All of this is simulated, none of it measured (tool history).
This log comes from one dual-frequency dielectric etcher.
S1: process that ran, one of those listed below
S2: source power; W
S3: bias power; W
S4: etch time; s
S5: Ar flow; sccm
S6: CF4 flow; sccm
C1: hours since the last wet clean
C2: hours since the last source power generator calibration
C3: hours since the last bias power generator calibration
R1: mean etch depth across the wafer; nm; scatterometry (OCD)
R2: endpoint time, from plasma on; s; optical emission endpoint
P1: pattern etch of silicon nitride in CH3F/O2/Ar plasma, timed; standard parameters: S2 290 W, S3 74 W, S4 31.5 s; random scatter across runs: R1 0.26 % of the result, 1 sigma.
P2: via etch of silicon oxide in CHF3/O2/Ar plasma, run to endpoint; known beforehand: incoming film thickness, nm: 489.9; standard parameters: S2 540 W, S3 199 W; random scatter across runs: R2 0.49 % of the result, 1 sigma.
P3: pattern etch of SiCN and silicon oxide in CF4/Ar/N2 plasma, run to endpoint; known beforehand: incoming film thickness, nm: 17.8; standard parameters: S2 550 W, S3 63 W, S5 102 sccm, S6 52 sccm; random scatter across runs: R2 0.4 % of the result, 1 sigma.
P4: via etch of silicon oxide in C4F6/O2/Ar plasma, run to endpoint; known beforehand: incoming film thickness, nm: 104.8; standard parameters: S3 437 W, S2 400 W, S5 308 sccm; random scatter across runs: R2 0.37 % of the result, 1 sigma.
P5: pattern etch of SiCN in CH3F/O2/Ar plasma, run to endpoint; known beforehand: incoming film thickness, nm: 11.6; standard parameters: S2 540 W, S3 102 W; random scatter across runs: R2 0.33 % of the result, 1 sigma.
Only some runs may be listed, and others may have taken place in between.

{"run": 1, "hour": 9.2, "S1": "P1", "S2": 290, "S3": 74, "S4": 31.5, "C1": 149.3, "C2": 2483.6, "C3": 827, "R1": 19.878}
{"run": 2, "hour": 20.1, "S1": "P1", "S2": 290, "S3": 74, "S4": 20, "C1": 160.2, "C2": 2494.5, "C3": 837.9, "R1": 12.558}
{"run": 3, "hour": 26.5, "S1": "P4", "S2": 400, "S3": 534, "S5": 308, "C1": 166.6, "C2": 2500.9, "C3": 844.3, "R2": 22.492}
{"run": 4, "hour": 34.7, "S1": "P1", "S2": 290, "S3": 74, "S4": 38.5, "C1": 174.8, "C2": 2509.1, "C3": 852.5, "R1": 24.162}
{"run": 5, "hour": 40.3, "S1": "P2", "S2": 540, "S3": 199, "C1": 180.4, "C2": 2514.7, "C3": 858.1, "R2": 245.25}
{"run": 6, "hour": 47.9, "S1": "P1", "S2": 290, "S3": 97, "S4": 31.5, "C1": 188, "C2": 2522.3, "C3": 865.7, "R1": 21.758}
{"hour": 48.1, "done": "wet clean of the chamber"}
{"run": 7, "hour": 54.8, "S1": "P1", "S2": 360, "S3": 95, "S4": 31.5, "C1": 6.7, "C2": 2529.2, "C3": 872.6, "R1": 23.545}
{"run": 8, "hour": 62.2, "S1": "P1", "S2": 290, "S3": 50, "S4": 31.5, "C1": 14.1, "C2": 2536.6, "C3": 880, "R1": 17.323}
{"run": 9, "hour": 68.2, "S1": "P4", "S2": 400, "S3": 437, "S5": 308, "C1": 20.1, "C2": 2542.6, "C3": 886, "R2": 24.142}
{"run": 10, "hour": 79.4, "S1": "P1", "S2": 230, "S3": 74, "S4": 31.5, "C1": 31.3, "C2": 2553.8, "C3": 897.2, "R1": 18.134}
{"run": 11, "hour": 86.4, "S1": "P1", "S2": 290, "S3": 74, "S4": 31.5, "C1": 38.3, "C2": 2560.8, "C3": 904.2, "R1": 19.84}
{"run": 12, "hour": 95.1, "S1": "P4", "S2": 400, "S3": 437, "S5": 308, "C1": 47, "C2": 2569.5, "C3": 912.9, "R2": 24.385}
{"run": 13, "hour": 101.0, "S1": "P4", "S2": 500, "S3": 437, "S5": 308, "C1": 52.9, "C2": 2575.4, "C3": 918.8, "R2": 22.395}
{"run": 14, "hour": 110.3, "S1": "P3", "S2": 550, "S3": 63, "S5": 102, "S6": 52, "C1": 62.2, "C2": 2584.7, "C3": 928.1, "R2": 18.884}
{"run": 15, "hour": 118.3, "S1": "P4", "S2": 400, "S3": 437, "S5": 199, "C1": 70.2, "C2": 2592.7, "C3": 936.1, "R2": 22.962}
{"run": 16, "hour": 130.2, "S1": "P2", "S2": 340, "S3": 199, "C1": 82.1, "C2": 2604.6, "C3": 948, "R2": 291.86}
{"run": 17, "hour": 136.6, "S1": "P5", "S2": 350, "S3": 102, "C1": 88.5, "C2": 2611, "C3": 954.4, "R2": 27.461}
{"run": 18, "hour": 143.9, "S1": "P2", "S2": 540, "S3": 199, "C1": 95.8, "C2": 2618.3, "C3": 961.7, "R2": 245.1}
{"run": 19, "hour": 153.2, "S1": "P1", "S2": 390, "S3": 74, "S4": 46, "C1": 105.1, "C2": 2627.6, "C3": 971, "R1": 32.342}
{"run": 20, "hour": 159.2, "S1": "P1", "S2": 370, "S3": 74, "S4": 31.5, "C1": 111.1, "C2": 2633.6, "C3": 977, "R1": 21.578}
{"run": 21, "hour": 164.9, "S1": "P1", "S2": 290, "S3": 74, "S4": 31.5, "C1": 116.8, "C2": 2639.3, "C3": 982.7, "R1": 19.691}
{"run": 22, "hour": 171.8, "S1": "P2", "S2": 540, "S3": 138, "C1": 123.7, "C2": 2646.2, "C3": 989.6, "R2": 274.59}
{"run": 23, "hour": 180.4, "S1": "P1", "S2": 290, "S3": 74, "S4": 31.5, "C1": 132.3, "C2": 2654.8, "C3": 998.2, "R1": 19.866}
{"run": 24, "hour": 192.0, "S1": "P5", "S2": 540, "S3": 102, "C1": 143.9, "C2": 2666.4, "C3": 1009.8, "R2": 23.397}
{"run": 25, "hour": 202.8, "S1": "P1", "S2": 290, "S3": 61, "S4": 46, "C1": 154.7, "C2": 2677.2, "C3": 1020.6, "R1": 26.97}
{"run": 26, "hour": 213.1, "S1": "P3", "S2": 550, "S3": 41, "S5": 102, "S6": 52, "C1": 165, "C2": 2687.5, "C3": 1030.9, "R2": 21.448}
{"hour": 217.5, "done": "bias power generator calibrated"}
{"run": 27, "hour": 222.9, "S1": "P1", "S2": 290, "S3": 74, "S4": 31.5, "C1": 174.8, "C2": 2697.3, "C3": 5.4, "R1": 19.867}
{"run": 28, "hour": 228.6, "S1": "P3", "S2": 550, "S3": 63, "S5": 67, "S6": 52, "C1": 180.5, "C2": 2703, "C3": 11.1, "R2": 17.468}
{"run": 29, "hour": 238.2, "S1": "P5", "S2": 540, "S3": 142, "C1": 190.1, "C2": 2712.6, "C3": 20.7, "R2": 20.746}
{"run": 30, "hour": 245.6, "S1": "P5", "S2": 540, "S3": 102, "C1": 197.5, "C2": 2720, "C3": 28.1, "R2": 23.465}
{"run": 31, "hour": 255.7, "S1": "P3", "S2": 550, "S3": 63, "S5": 102, "S6": 35, "C1": 207.6, "C2": 2730.1, "C3": 38.2, "R2": 20.145}
{"run": 32, "hour": 262.1, "S1": "P3", "S2": 760, "S3": 63, "S5": 102, "S6": 52, "C1": 214, "C2": 2736.5, "C3": 44.6, "R2": 14.31}
{"run": 33, "hour": 268.0, "S1": "P1", "S2": 290, "S3": 74, "S4": 31.5, "C1": 219.9, "C2": 2742.4, "C3": 50.5, "R1": 19.743}
{"run": 34, "hour": 278.0, "S1": "P1", "S2": 290, "S3": 74, "S4": 31.5, "C1": 229.9, "C2": 2752.4, "C3": 60.5, "R1": 19.739}
{"run": 35, "hour": 286.5, "S1": "P1", "S2": 290, "S3": 74, "S4": 31.5, "C1": 238.4, "C2": 2760.9, "C3": 69, "R1": 19.715}
{"run": 36, "hour": 294.4, "S1": "P1", "S2": 290, "S3": 74, "S4": 31.5, "C1": 246.3, "C2": 2768.8, "C3": 76.9, "R1": 19.722}
{"run": 37, "hour": 304.2, "S1": "P1", "S2": 290, "S3": 74, "S4": 31.5, "C1": 256.1, "C2": 2778.6, "C3": 86.7, "R1": 19.613}
{"run": 38, "hour": 315.6, "S1": "P1", "S2": 290, "S3": 74, "S4": 31.5, "C1": 267.5, "C2": 2790, "C3": 98.1, "R1": 19.606}
{"run": 39, "hour": 327.5, "S1": "P1", "S2": 290, "S3": 74, "S4": 31.5, "C1": 279.4, "C2": 2801.9, "C3": 110, "R1": 19.508}
{"hour": 337.7, "done": "wet clean of the chamber"}
{"run": 40, "hour": 339.9, "S1": "P1", "S2": 290, "S3": 74, "S4": 31.5, "C1": 2.2, "C2": 2814.3, "C3": 122.4, "R1": 19.544}
{"run": 41, "hour": 345.6, "S1": "P1", "S2": 290, "S3": 74, "S4": 31.5, "C1": 7.9, "C2": 2820, "C3": 128.1, "R1": 19.503}
{"run": 42, "hour": 355.3, "S1": "P1", "S2": 290, "S3": 74, "S4": 31.5, "C1": 17.6, "C2": 2829.7, "C3": 137.8, "R1": 19.563}
{"run": 43, "hour": 363.5, "S1": "P1", "S2": 290, "S3": 74, "S4": 31.5, "C1": 25.8, "C2": 2837.9, "C3": 146, "R1": 19.56}
{"run": 44, "hour": 373.8, "S1": "P1", "S2": 290, "S3": 74, "S4": 31.5, "C1": 36.1, "C2": 2848.2, "C3": 156.3, "R1": 19.516}
{"run": 45, "hour": 381.1, "S1": "P1", "S2": 290, "S3": 74, "S4": 31.5, "C1": 43.4, "C2": 2855.5, "C3": 163.6, "R1": 19.536}

Something has made what P1 gives creep away from where it was; the 2 causes below, each at its own stated size, fit the log equally well:
A: bias power that arrives under what is set, % = 4.17
B: source power that arrives under what is set, % = 3.9
Creep in the process output first set in at about hour 286.5.
Other possible causes, and why each is ruled out:
chamber walls in a state that lowers the etch rate, %: was serviced at hour 337.7, once the creep was under way, yet the earlier output never came back

Consider the 4 check runs below, whose results appear as question marks and each of which averages 2 wafers. Which one distinguishes the causes, in that each cause would give it a clearly different result?
{"run": "check 1", "hour": 388.4, "S1": "P3", "S2": 550, "S3": 54, "S5": 102, "S6": 36, "R2": "?"}
{"run": "check 2", "hour": 388.4, "S1": "P5", "S2": 380, "S3": 136, "R2": "?"}
{"run": "check 3", "hour": 388.4, "S1": "P4", "S2": 400, "S3": 437, "S5": 241, "R2": "?"}
{"run": "check 4", "hour": 388.4, "S1": "P2", "S2": 370, "S3": 138, "R2": "?"}

Expected result of each check under each candidate cause:
check=check_1 result=R2 if_A=21.538 if_B=21.974
check=check_2 result=R2 if_A=24.24 if_B=24.18
check=check_3 result=R2 if_A=23.993 if_B=23.974
check=check_4 result=R2 if_A=323.62 if_B=324.05
Per check, the gap between the least separated pair of causes, taken in the result that splits them most: check 1 2 %; check 2 0.25 %; check 3 0.08 %; check 4 0.13 %
Only in check 1 would the causes give clearly different results; in the remaining checks their results would be nearly the same.

Check 1 was carried out, with these results: R2 22.036 s. Which of the listed causes is responsible?

The cause is B: source power that arrives under what is set, %.

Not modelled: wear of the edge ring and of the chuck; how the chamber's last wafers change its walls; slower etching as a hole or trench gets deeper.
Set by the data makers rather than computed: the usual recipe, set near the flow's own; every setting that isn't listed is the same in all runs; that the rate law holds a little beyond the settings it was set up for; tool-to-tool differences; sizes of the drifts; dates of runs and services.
